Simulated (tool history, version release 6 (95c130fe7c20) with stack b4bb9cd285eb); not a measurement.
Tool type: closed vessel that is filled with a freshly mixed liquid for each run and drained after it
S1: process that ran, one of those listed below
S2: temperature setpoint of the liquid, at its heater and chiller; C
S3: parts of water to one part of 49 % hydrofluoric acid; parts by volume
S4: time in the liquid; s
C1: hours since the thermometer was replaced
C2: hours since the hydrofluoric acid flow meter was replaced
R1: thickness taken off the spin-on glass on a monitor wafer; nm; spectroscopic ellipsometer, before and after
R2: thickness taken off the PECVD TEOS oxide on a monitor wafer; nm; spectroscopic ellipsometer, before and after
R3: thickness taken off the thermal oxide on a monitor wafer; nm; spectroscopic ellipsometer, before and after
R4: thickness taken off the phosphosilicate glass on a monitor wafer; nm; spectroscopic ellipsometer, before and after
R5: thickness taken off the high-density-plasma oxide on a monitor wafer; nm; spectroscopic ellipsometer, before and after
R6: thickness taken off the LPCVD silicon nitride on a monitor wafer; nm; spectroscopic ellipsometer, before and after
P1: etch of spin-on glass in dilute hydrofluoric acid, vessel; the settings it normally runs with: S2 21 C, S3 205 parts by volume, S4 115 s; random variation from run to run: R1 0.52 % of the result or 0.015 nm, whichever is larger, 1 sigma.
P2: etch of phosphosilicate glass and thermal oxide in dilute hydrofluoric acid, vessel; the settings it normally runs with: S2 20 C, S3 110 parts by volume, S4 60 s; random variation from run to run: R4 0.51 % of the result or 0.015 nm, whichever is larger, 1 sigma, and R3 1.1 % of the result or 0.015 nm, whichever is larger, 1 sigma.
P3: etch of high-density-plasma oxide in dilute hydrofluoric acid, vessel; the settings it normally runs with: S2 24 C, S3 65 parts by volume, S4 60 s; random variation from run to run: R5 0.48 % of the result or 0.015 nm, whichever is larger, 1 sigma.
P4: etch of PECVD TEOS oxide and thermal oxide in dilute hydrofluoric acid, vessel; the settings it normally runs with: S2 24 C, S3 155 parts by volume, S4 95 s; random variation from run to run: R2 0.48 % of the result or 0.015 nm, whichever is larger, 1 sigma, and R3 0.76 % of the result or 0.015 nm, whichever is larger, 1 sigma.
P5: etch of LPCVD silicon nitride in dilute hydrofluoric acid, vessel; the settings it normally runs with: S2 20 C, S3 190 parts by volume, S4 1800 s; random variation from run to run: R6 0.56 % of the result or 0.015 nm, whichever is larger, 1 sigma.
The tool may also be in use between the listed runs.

run  hour  S1    S2   S3    S4      C1      C2      R1      R2       R3      R4      R5      R6
  1   3.2  P1    21  205   115    1917  1644.8  12.322
  2   5.9  P1    21  205   115  1919.7  1647.5  12.244
  3   8.8  P4  29.5  155    95  1922.6  1650.4          16.491    3.453
  4  12.1  P1    21   90   115  1925.9  1653.7  31.992
  5  15.1  P2    20  110    60  1928.9  1656.7                   2.2143  73.879
  6    17  P3    30   65    60  1930.8  1658.6                                   6.4472
  7  20.8  P4    24  155    30  1934.6  1662.4           4.257  0.88242
  8  24.4  P3    24   65    60  1938.2    1666                                   5.0693
  9  28.6  P1    21  205   225  1942.4  1670.2  23.784
 10  30.8  P1    21  205   115  1944.6  1672.4  12.294
 11    35  P1    17  205    40  1948.8  1676.6  3.6877
 12  36.9  P3    24   30    60  1950.7  1678.5                                    11.53
 13  40.4  P5    17  190  1800  1954.2    1682                                           3.1514
 14  43.1  P1    17  205    30  1956.9  1684.7  2.7287
 15  46.2  P1    21  205   115    1960  1687.8  12.414
 16  49.7  P1    21  360   115  1963.5  1691.3  6.0981
 17  52.1  P5    20  190  1800  1965.9  1693.7                                           3.8457
 18  54.2  P1    21  205   115    1968  1695.8  12.425
 19  56.6  P5    20  190  3150  1970.4  1698.2                                           6.7133
 20  59.2  P1    17  140   115    1973  1700.8  16.359
 21  61.4  P1    21  205   115  1975.2    1703   12.23
 22  65.4  P1    26  205   115  1979.2    1707  14.756
 23  67.5  P2    20   60    60  1981.3  1709.1                   4.4153  143.94
 24  70.1  P3    24   65   120  1983.9  1711.7                                   10.064
 25  72.9  P1    17  205   115  1986.7  1714.5  10.498
 26  75.6  P2    17  110    60  1989.4  1717.2                   1.9782  65.379
 27  78.3  P5    20  280  1800  1992.1  1719.9                                           2.6422
 28  81.6  P2    20  110    30  1995.4  1723.2                   1.1618  37.088
 29  85.5  P1    21  205   115  1999.3  1727.1   12.34
 30  88.8  P4    24  155    95  2002.6  1730.4          13.456   2.7985
 31  92.4  P1    21  205    30  2006.2    1734  3.2278
 32  95.6  P4    24   95    95  2009.4  1737.2          23.511   4.8378
 33  99.5  P1    21  205   115  2013.3  1741.1  12.228
 34   102  P1    21  205   115  2015.8  1743.6  12.679
 35   106  P1    21  205   115  2019.8  1747.6  13.117

Forecast run 36:
 36  109.5  P1  21  205  115  2023.3  1751.1   ?

R1: 13.027 nm

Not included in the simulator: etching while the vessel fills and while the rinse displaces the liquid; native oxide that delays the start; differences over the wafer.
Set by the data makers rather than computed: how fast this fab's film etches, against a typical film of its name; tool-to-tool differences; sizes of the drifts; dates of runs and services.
